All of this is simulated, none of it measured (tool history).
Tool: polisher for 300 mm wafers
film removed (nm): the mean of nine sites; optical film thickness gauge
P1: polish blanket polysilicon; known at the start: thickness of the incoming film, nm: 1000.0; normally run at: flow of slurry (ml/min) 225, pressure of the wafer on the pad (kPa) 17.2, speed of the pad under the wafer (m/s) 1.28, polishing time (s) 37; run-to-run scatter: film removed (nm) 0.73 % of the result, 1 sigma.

| run | hour | flow of slurry (ml/min) | pressure of the wafer on the pad (kPa) | speed of the pad under the wafer (m/s) | polishing time (s) | wafers polished on this pad | hours since the slurry nozzle was cleaned | hours since the head pressure was calibrated | film removed (nm) |
|---|---|---|---|---|---|---|---|---|---|
| 1 | 16.9 | 225 | 17.2 | 1.28 | 37 | 609 | 284.5 | 540.5 | 352.68 |
| 2 | 34.1 | 225 | 7.6 | 1.28 | 37 | 810 | 301.7 | 557.7 | 157.26 |
| 3 | 42.2 | 305 | 24.1 | 1.28 | 37 | 904 | 309.8 | 565.8 | 507.43 |
| 4 | 55.2 | 225 | 26.2 | 1.28 | 37 | 1056 | 322.8 | 578.8 | 543.59 |
| 5 | 72.8 | 225 | 17.2 | 1.28 | 37 | 1262 | 340.4 | 596.4 | 355.16 |
| 6 | 82.1 | 225 | 17.2 | 0.6 | 37 | 1371 | 349.7 | 605.7 | 165.4 |
| 7 | 91.6 | 225 | 17.2 | 1.28 | 37 | 1482 | 359.2 | 615.2 | 350.89 |
| 8 | 103.7 | 225 | 17.2 | 1.28 | 37 | 1623 | 371.3 | 627.3 | 352.21 |
| 9 | 112.2 | 350 | 17.2 | 1.28 | 37 | 1722 | 379.8 | 635.8 | 372.4 |
| 10 | 126.8 | 225 | 13.1 | 0.94 | 37 | 1893 | 394.4 | 650.4 | 197.26 |
| 11 | 140.2 | 135 | 17.2 | 1.28 | 37 | 2050 | 407.8 | 663.8 | 328.87 |
| 12 | 152.4 | 225 | 17.2 | 1.98 | 37 | 2192 | 420 | 676 | 551.69 |
|  | 156.9 | head pressure recalibrated |
| 13 | 170 | 225 | 17.2 | 1.28 | 17 | 2398 | 437.6 | 13.1 | 162.99 |
| 14 | 183.5 | 225 | 17.2 | 1.28 | 37 | 2556 | 451.1 | 26.6 | 358.44 |
| 15 | 201.5 | 225 | 17.2 | 1.28 | 59 | 2766 | 469.1 | 44.6 | 567.05 |
| 16 | 212.2 | 225 | 17.2 | 1.28 | 37 | 2891 | 479.8 | 55.3 | 359.04 |
| 17 | 224.3 | 225 | 17.2 | 1.28 | 37 | 3032 | 491.9 | 67.4 | 348.87 |
| 18 | 238.3 | 225 | 17.2 | 1.28 | 37 | 3196 | 505.9 | 81.4 | 346.21 |
| 19 | 255.7 | 225 | 17.2 | 1.28 | 37 | 3399 | 523.3 | 98.8 | 340.63 |
| 20 | 270.6 | 225 | 17.2 | 1.28 | 37 | 3573 | 538.2 | 113.7 | 345.02 |
|  | 282.6 | head pressure recalibrated |
| 21 | 288.1 | 225 | 17.2 | 1.28 | 37 | 3778 | 555.7 | 5.6 | 335.69 |
| 22 | 305.4 | 225 | 17.2 | 1.28 | 37 | 3980 | 573 | 22.9 | 343.5 |
| 23 | 314 | 225 | 17.2 | 1.28 | 37 | 4080 | 581.6 | 31.5 | 338.32 |
| 24 | 329.6 | 225 | 17.2 | 1.28 | 37 | 4263 | 597.2 | 47.1 | 336.92 |
| 25 | 344.3 | 225 | 17.2 | 1.28 | 37 | 4435 | 611.9 | 61.8 | 339.83 |
| 26 | 362.3 | 225 | 17.2 | 1.28 | 37 | 4645 | 629.9 | 79.8 | 340.32 |
| 27 | 374.6 | 225 | 17.2 | 1.28 | 37 | 4789 | 642.2 | 92.1 | 339.93 |

What P1 gives has crept away from where it was. These 2 causes fit the log equally well, each at the size given:
A: removal rate lost through wear of the pad, % = 4.84
B: slurry flow missing at the pad, % = 30
The creep began at about hour 212.2.
Why every other cause is out:
head's pressure below its setpoint, %: serviced at hour 282.6, which brought nothing back

4 check runs are offered, each on 3 wafers whose results are averaged, their results left as question marks. Which one tells the causes apart?
| check 1 | 386.9 | 225 | 11 | 1.98 | 37 |  |  |  | ? |
| check 2 | 386.9 | 135 | 8.3 | 1.28 | 37 |  |  |  | ? |
| check 3 | 386.9 | 225 | 24.8 | 1.28 | 57 |  |  |  | ? |
| check 4 | 386.9 | 225 | 17.2 | 0.64 | 17 |  |  |  | ? |

What each check would give under each cause:
| check | result | if A | if B |
|---|---|---|---|
| check 1 | film removed (nm) | 335.06 | 335.06 |
| check 2 | film removed (nm) | 150.46 | 146.06 |
| check 3 | film removed (nm) | 750.8 | 750.8 |
| check 4 | film removed (nm) | 77.751 | 77.751 |
How far apart the two closest causes lie, in the result that separates them most: check 1 0 %; check 2 2.97 %; check 3 0 %; check 4 0 %
Check 2 tells the causes apart: in the others they would give nearly the same result.

Then check 2 was run and gave: film removed (nm) 150.4. Which cause is it?

It is A: removal rate lost through wear of the pad, %.
